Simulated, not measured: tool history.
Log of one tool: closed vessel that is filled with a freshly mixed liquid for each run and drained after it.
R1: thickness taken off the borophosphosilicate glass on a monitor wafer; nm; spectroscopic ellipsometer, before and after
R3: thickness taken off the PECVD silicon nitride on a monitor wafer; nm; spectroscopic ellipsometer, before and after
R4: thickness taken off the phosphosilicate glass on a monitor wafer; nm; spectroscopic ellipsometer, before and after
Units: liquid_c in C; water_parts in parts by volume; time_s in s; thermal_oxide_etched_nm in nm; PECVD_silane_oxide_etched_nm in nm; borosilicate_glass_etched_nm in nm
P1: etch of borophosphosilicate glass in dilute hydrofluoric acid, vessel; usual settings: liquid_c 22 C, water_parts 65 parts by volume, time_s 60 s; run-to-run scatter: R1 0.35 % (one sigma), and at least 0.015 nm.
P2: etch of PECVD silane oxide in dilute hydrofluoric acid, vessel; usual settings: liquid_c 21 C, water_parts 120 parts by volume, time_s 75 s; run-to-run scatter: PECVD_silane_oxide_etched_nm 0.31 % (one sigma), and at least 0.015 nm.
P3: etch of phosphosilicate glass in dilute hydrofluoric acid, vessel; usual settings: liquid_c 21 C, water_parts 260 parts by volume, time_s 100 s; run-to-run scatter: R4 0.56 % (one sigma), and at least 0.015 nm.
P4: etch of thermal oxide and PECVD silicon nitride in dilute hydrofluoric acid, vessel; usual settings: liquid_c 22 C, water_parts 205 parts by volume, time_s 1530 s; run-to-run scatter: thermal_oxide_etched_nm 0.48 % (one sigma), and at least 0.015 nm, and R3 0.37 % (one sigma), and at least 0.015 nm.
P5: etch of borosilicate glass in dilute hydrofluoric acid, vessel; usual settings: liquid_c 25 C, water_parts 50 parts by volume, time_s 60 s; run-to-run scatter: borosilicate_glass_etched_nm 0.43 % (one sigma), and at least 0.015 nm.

{"run": 1, "hour": 7.0, "process": "P1", "liquid_c": 22, "water_parts": 65, "time_s": 60, "R1": 44.961}
{"run": 2, "hour": 19.1, "process": "P4", "liquid_c": 22, "water_parts": 205, "time_s": 2340, "thermal_oxide_etched_nm": 43.296, "R3": 58.036}
{"run": 3, "hour": 28.7, "process": "P1", "liquid_c": 22, "water_parts": 65, "time_s": 60, "R1": 44.95}
{"run": 4, "hour": 38.1, "process": "P1", "liquid_c": 22, "water_parts": 65, "time_s": 60, "R1": 45.084}
{"run": 5, "hour": 45.2, "process": "P1", "liquid_c": 29.5, "water_parts": 85, "time_s": 60, "R1": 45.548}
{"run": 6, "hour": 53.8, "process": "P1", "liquid_c": 22, "water_parts": 65, "time_s": 60, "R1": 45.094}
{"run": 7, "hour": 60.5, "process": "P3", "liquid_c": 27.5, "water_parts": 260, "time_s": 100, "R4": 30.918}
{"run": 8, "hour": 71.3, "process": "P2", "liquid_c": 21, "water_parts": 120, "time_s": 30, "PECVD_silane_oxide_etched_nm": 11.045}
{"run": 9, "hour": 77.6, "process": "P5", "liquid_c": 25, "water_parts": 50, "time_s": 60, "borosilicate_glass_etched_nm": 30.59}
{"run": 10, "hour": 84.7, "process": "P4", "liquid_c": 29, "water_parts": 205, "time_s": 1530, "thermal_oxide_etched_nm": 36.061, "R3": 58.544}
{"run": 11, "hour": 94.9, "process": "P4", "liquid_c": 22, "water_parts": 205, "time_s": 1530, "thermal_oxide_etched_nm": 28.285, "R3": 37.876}
{"run": 12, "hour": 103.3, "process": "P1", "liquid_c": 29.5, "water_parts": 65, "time_s": 60, "R1": 60.916}
{"run": 13, "hour": 115.0, "process": "P1", "liquid_c": 22, "water_parts": 100, "time_s": 60, "R1": 28.155}
{"run": 14, "hour": 121.5, "process": "P1", "liquid_c": 22, "water_parts": 65, "time_s": 60, "R1": 45.336}
{"run": 15, "hour": 129.2, "process": "P1", "liquid_c": 17, "water_parts": 65, "time_s": 60, "R1": 36.789}
{"run": 16, "hour": 140.6, "process": "P3", "liquid_c": 21, "water_parts": 260, "time_s": 175, "R4": 43.058}
{"run": 17, "hour": 151.3, "process": "P2", "liquid_c": 21, "water_parts": 205, "time_s": 75, "PECVD_silane_oxide_etched_nm": 14.714}
{"run": 18, "hour": 157.2, "process": "P4", "liquid_c": 22, "water_parts": 345, "time_s": 1530, "thermal_oxide_etched_nm": 14.678, "R3": 22.762}
{"run": 19, "hour": 162.9, "process": "P5", "liquid_c": 31.5, "water_parts": 50, "time_s": 60, "borosilicate_glass_etched_nm": 39.639}
{"run": 20, "hour": 170.0, "process": "P2", "liquid_c": 21, "water_parts": 120, "time_s": 75, "PECVD_silane_oxide_etched_nm": 27.426}
{"run": 21, "hour": 179.7, "process": "P1", "liquid_c": 22, "water_parts": 65, "time_s": 60, "R1": 45.079}
{"run": 22, "hour": 190.7, "process": "P1", "liquid_c": 22, "water_parts": 65, "time_s": 30, "R1": 22.566}
{"run": 23, "hour": 200.4, "process": "P3", "liquid_c": 21, "water_parts": 260, "time_s": 100, "R4": 24.68}
{"run": 24, "hour": 212.5, "process": "P2", "liquid_c": 25, "water_parts": 120, "time_s": 75, "PECVD_silane_oxide_etched_nm": 32.231}
{"run": 25, "hour": 218.5, "process": "P1", "liquid_c": 22, "water_parts": 25, "time_s": 60, "R1": 123.5}
{"run": 26, "hour": 230.7, "process": "P1", "liquid_c": 22, "water_parts": 65, "time_s": 90, "R1": 67.716}
{"run": 27, "hour": 239.8, "process": "P5", "liquid_c": 25, "water_parts": 50, "time_s": 60, "borosilicate_glass_etched_nm": 30.566}
{"run": 28, "hour": 250.9, "process": "P3", "liquid_c": 21, "water_parts": 80, "time_s": 100, "R4": 96.84}
{"run": 29, "hour": 258.4, "process": "P5", "liquid_c": 25, "water_parts": 75, "time_s": 60, "borosilicate_glass_etched_nm": 19.648}
{"run": 30, "hour": 264.7, "process": "P5", "liquid_c": 25, "water_parts": 50, "time_s": 35, "borosilicate_glass_etched_nm": 17.863}
{"run": 31, "hour": 272.8, "process": "P3", "liquid_c": 21, "water_parts": 260, "time_s": 100, "R4": 24.962}
{"run": 32, "hour": 282.9, "process": "P1", "liquid_c": 22, "water_parts": 65, "time_s": 60, "R1": 44.897}
{"run": 33, "hour": 288.6, "process": "P1", "liquid_c": 22, "water_parts": 65, "time_s": 60, "R1": 46.086}
{"run": 34, "hour": 298.3, "process": "P1", "liquid_c": 22, "water_parts": 65, "time_s": 60, "R1": 46.935}
{"run": 35, "hour": 310.2, "process": "P1", "liquid_c": 22, "water_parts": 65, "time_s": 60, "R1": 47.728}
{"run": 36, "hour": 318.9, "process": "P1", "liquid_c": 22, "water_parts": 65, "time_s": 60, "R1": 47.967}
{"run": 37, "hour": 331.3, "process": "P1", "liquid_c": 22, "water_parts": 65, "time_s": 60, "R1": 47.844}
{"run": 38, "hour": 342.2, "process": "P1", "liquid_c": 22, "water_parts": 65, "time_s": 60, "R1": 48.046}
{"run": 39, "hour": 350.5, "process": "P1", "liquid_c": 22, "water_parts": 65, "time_s": 60, "R1": 48.025}

What P1 gives has crept away from where it was. These 2 causes fit the log equally well, each at the size given:
A: liquid hotter than its thermometer reads (K) = 1.51
B: hydrofluoric acid flow above the setpoint (%) = 5.92
The creep began at about hour 282.9.

4 check runs are offered, one wafer each, their results left as question marks. Which one tells the causes apart?
{"run": "check 1", "hour": 358.8, "process": "P2", "liquid_c": 21, "water_parts": 160, "time_s": 30, "PECVD_silane_oxide_etched_nm": "?"}
{"run": "check 2", "hour": 358.8, "process": "P5", "liquid_c": 31, "water_parts": 70, "time_s": 60, "borosilicate_glass_etched_nm": "?"}
{"run": "check 3", "hour": 358.8, "process": "P3", "liquid_c": 24, "water_parts": 105, "time_s": 100, "R4": "?"}
{"run": "check 4", "hour": 358.8, "process": "P4", "liquid_c": 25, "water_parts": 205, "time_s": 1530, "thermal_oxide_etched_nm": "?", "R3": "?"}

What each check would give under each cause:
check=check_1 result=PECVD_silane_oxide_etched_nm if_A=8.4164 if_B=8.4864
check=check_2 result=borosilicate_glass_etched_nm if_A=28.465 if_B=28.641
check=check_3 result=R4 if_A=85.764 if_B=86.239
check=check_4 result=thermal_oxide_etched_nm if_A=33.246 if_B=33.769
check=check_4 result=R3 if_A=50.269 if_B=48.466
How far apart the two closest causes lie, in the result that separates them most: check 1 0.83 %; check 2 0.62 %; check 3 0.55 %; check 4 3.65 %
Check 4 tells the causes apart: in the others they would give nearly the same result.

Check 4 was then run and gave: thermal_oxide_etched_nm 33.736 nm; R3 48.333 nm. Which cause is it?

It is B: hydrofluoric acid flow above the setpoint (%).
